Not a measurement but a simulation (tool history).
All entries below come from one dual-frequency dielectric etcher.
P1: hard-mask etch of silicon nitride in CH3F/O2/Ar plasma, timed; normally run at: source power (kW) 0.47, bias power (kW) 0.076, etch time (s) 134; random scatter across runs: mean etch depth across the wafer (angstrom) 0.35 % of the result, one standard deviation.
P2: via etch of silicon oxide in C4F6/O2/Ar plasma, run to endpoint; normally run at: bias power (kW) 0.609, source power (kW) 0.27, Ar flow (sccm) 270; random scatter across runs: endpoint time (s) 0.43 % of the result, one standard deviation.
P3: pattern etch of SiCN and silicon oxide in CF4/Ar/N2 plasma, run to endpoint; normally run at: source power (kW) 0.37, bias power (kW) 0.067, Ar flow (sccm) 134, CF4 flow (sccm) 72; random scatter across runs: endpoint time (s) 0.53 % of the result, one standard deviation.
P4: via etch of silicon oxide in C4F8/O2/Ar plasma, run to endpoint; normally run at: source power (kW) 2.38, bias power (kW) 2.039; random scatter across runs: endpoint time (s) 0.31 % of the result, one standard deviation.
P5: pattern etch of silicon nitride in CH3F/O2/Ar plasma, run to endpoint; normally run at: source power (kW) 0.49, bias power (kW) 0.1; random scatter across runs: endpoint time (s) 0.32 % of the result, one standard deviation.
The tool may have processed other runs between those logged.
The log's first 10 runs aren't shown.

run	hour	process that ran	source power (kW)	bias power (kW)	etch time (s)	Ar flow (sccm)	CF4 flow (sccm)	hours since the last wet clean	hours since the last source power generator calibration	hours since the last bias power generator calibration	mean etch depth across the wafer (angstrom)	endpoint time (s)
11	105.1	P1	0.47	0.076	134			157.7	373.9	1768.3	985	
12	110.6	P1	0.47	0.095	134			163.2	379.4	1773.8	1057	
13	120.1	P1	0.56	0.076	134			172.7	388.9	1783.3	1045.5	
14	127.3	P1	0.47	0.076	181			179.9	396.1	1790.5	1323	
15	137.4	P1	0.47	0.052	134			190	406.2	1800.6	860.15	
16	148.9	P3	0.37	0.042		134	72	201.5	417.7	1812.1		28.945
17	158.6	P1	0.47	0.076	95.5			211.2	427.4	1821.8	696.73	
18	167.3	P4	2.38	1.666				219.9	436.1	1830.5		163.17
19	173.9	P1	0.47	0.076	134			226.5	442.7	1837.1	981.41	
20	184.4	P4	2.38	2.039				237	453.2	1847.6		154.91
# hour 192.3: source power generator calibrated
21	194.9	P5	0.6	0.1				247.5	2.7	1858.1		29.952
22	203.3	P5	0.49	0.1				255.9	11.1	1866.5		32.192
23	209.3	P3	0.37	0.067		134	72	261.9	17.1	1872.5		24.91
24	217	P3	0.37	0.067		134	93	269.6	24.8	1880.2		23.837
25	224.1	P2	0.27	0.609		270		276.7	31.9	1887.3		21.717
26	233.6	P1	0.47	0.076	134			286.2	41.4	1896.8	973.54	
27	239.9	P2	0.36	0.609		270		292.5	47.7	1903.1		19.641
28	249.6	P3	0.37	0.067		77	72	302.2	57.4	1912.8		22.81
29	255.4	P1	0.33	0.076	174.5			308	63.2	1918.6	1112.6	
30	264.6	P1	0.47	0.076	134			317.2	72.4	1927.8	980.51	

Expected results for the next run?
31	273.2	P1	0.47	0.076	134			325.8	81	1936.4	?	

mean etch depth across the wafer (angstrom): 974.21
